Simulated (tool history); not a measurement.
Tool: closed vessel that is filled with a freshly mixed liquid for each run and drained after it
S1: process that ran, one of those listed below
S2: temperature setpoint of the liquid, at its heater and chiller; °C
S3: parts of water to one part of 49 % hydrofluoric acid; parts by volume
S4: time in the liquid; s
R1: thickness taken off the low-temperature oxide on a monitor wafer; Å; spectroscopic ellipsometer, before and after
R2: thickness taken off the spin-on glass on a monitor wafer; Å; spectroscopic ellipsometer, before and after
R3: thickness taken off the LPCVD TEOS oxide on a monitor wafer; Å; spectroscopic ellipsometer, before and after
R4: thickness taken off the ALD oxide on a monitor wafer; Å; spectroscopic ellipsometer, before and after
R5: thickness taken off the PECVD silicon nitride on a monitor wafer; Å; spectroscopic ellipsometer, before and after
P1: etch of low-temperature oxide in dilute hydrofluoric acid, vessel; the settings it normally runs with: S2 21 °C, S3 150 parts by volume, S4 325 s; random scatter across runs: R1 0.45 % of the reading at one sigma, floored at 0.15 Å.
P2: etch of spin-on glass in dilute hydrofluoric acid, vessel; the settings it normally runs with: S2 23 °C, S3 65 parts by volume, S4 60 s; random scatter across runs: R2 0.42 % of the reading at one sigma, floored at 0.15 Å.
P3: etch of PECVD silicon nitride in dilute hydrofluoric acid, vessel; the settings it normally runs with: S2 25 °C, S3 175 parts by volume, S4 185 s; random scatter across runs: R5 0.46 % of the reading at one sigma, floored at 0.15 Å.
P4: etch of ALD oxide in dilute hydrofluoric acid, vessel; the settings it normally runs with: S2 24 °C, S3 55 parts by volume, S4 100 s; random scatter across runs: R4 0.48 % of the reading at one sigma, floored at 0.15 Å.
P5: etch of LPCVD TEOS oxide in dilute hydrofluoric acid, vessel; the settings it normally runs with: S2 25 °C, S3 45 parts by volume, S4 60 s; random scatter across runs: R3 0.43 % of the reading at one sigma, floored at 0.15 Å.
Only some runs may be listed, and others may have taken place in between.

run 1 day=0.408 | S1=P1 S2=21 S3=150 S4=325 | R1=251.69
run 2 day=0.758 | S1=P1 S2=21 S3=225 S4=325 | R1=152.19
run 3 day=1.267 | S1=P2 S2=23 S3=65 S4=30 | R2=294.29
run 4 day=1.767 | S1=P5 S2=30.5 S3=45 S4=60 | R3=515.85
run 5 day=2.317 | S1=P1 S2=21 S3=85 S4=325 | R1=469.31
run 6 day=2.733 | S1=P5 S2=25 S3=20 S4=60 | R3=967.74
run 7 day=3.325 | S1=P4 S2=24 S3=55 S4=185 | R4=342.3
run 8 day=3.746 | S1=P1 S2=27 S3=150 S4=30 | R1=28.791
run 9 day=4.283 | S1=P5 S2=25 S3=45 S4=60 | R3=413.79
run 10 day=4.617 | S1=P3 S2=25 S3=175 S4=185 | R5=64.361
run 11 day=5 | S1=P2 S2=23 S3=90 S4=60 | R2=410.65
run 12 day=5.3 | S1=P1 S2=21 S3=150 S4=325 | R1=248.61
run 13 day=5.983 | S1=P3 S2=25 S3=175 S4=75 | R5=26.211
run 14 day=6.433 | S1=P5 S2=25 S3=45 S4=30 | R3=207.96
run 15 day=6.742 | S1=P1 S2=28.5 S3=150 S4=325 | R1=329.59
run 16 day=7.042 | S1=P4 S2=30 S3=55 S4=100 | R4=234.98
run 17 day=7.683 | S1=P2 S2=23 S3=65 S4=60 | R2=588.87
run 18 day=8.108 | S1=P1 S2=21 S3=150 S4=325 | R1=248.69
run 19 day=8.708 | S1=P1 S2=21 S3=150 S4=325 | R1=249.73
run 20 day=9.358 | S1=P3 S2=25 S3=60 S4=185 | R5=184.16
run 21 day=9.688 | S1=P1 S2=21 S3=30 S4=585 | R1=2558.7
run 22 day=10.246 | S1=P1 S2=21 S3=150 S4=560 | R1=426.74
run 23 day=10.65 | S1=P4 S2=24 S3=20 S4=100 | R4=530.8
run 24 day=10.971 | S1=P1 S2=21 S3=150 S4=120 | R1=91.418
run 25 day=11.467 | S1=P4 S2=24 S3=55 S4=100 | R4=184.67
run 26 day=11.875 | S1=P5 S2=25 S3=45 S4=60 | R3=412.89
run 27 day=12.283 | S1=P4 S2=24 S3=55 S4=100 | R4=184.32
run 28 day=12.85 | S1=P1 S2=17 S3=150 S4=325 | R1=212.46
run 29 day=13.392 | S1=P3 S2=25 S3=175 S4=185 | R5=64.673
run 30 day=13.696 | S1=P2 S2=17 S3=65 S4=60 | R2=456.78
run 31 day=14.262 | S1=P3 S2=18 S3=175 S4=185 | R5=40.299
run 32 day=14.588 | S1=P1 S2=21 S3=150 S4=325 | R1=248.49
run 33 day=15.104 | S1=P1 S2=21 S3=150 S4=325 | R1=248.99
run 34 day=15.621 | S1=P1 S2=21 S3=150 S4=325 | R1=253.84
run 35 day=16.225 | S1=P1 S2=21 S3=150 S4=325 | R1=258.28
run 36 day=16.633 | S1=P1 S2=21 S3=150 S4=325 | R1=260.18
run 37 day=17.317 | S1=P1 S2=21 S3=150 S4=325 | R1=261.08
run 38 day=17.783 | S1=P1 S2=21 S3=150 S4=325 | R1=262.95
run 39 day=18.371 | S1=P1 S2=21 S3=150 S4=325 | R1=263.15

Something has made what P1 gives creep away from where it was; the 2 causes below, each at its own stated size, fit the log equally well:
A: liquid hotter than its thermometer reads (K) = 1.42
B: hydrofluoric acid flow above the setpoint (%) = 4.89
Creep in the process output first set in at about day 15.104.

Below are 4 check runs, each on a single wafer, with their results shown as question marks. Which of them would tell the listed causes apart, meaning the causes would give clearly different results under it?
run check 1 day=18.958 | S1=P4 S2=28.5 S3=55 S4=180 | R4=?
run check 2 day=18.958 | S1=P5 S2=25 S3=20 S4=60 | R3=?
run check 3 day=18.958 | S1=P3 S2=21.5 S3=175 S4=185 | R5=?
run check 4 day=18.958 | S1=P2 S2=19 S3=65 S4=35 | R2=?

What every check run would give for each of its results, assuming each possible cause in turn:
check=check_1 result=R4 if_A=419.43 if_B=417.6
check=check_2 result=R3 if_A=1023.5 if_B=1013
check=check_3 result=R5 if_A=55.908 if_B=53.426
check=check_4 result=R2 if_A=308.09 if_B=305.45
Distance between the nearest two causes, measured in the result of the check that separates them most: check 1 0.44 %; check 2 1.03 %; check 3 4.54 %; check 4 0.86 %
Check 3 tells the causes apart: in the others they would give nearly the same result.

Here is what check 3 returned: R5 55.336 Å. Which cause is it?

The cause is A: liquid hotter than its thermometer reads (K).

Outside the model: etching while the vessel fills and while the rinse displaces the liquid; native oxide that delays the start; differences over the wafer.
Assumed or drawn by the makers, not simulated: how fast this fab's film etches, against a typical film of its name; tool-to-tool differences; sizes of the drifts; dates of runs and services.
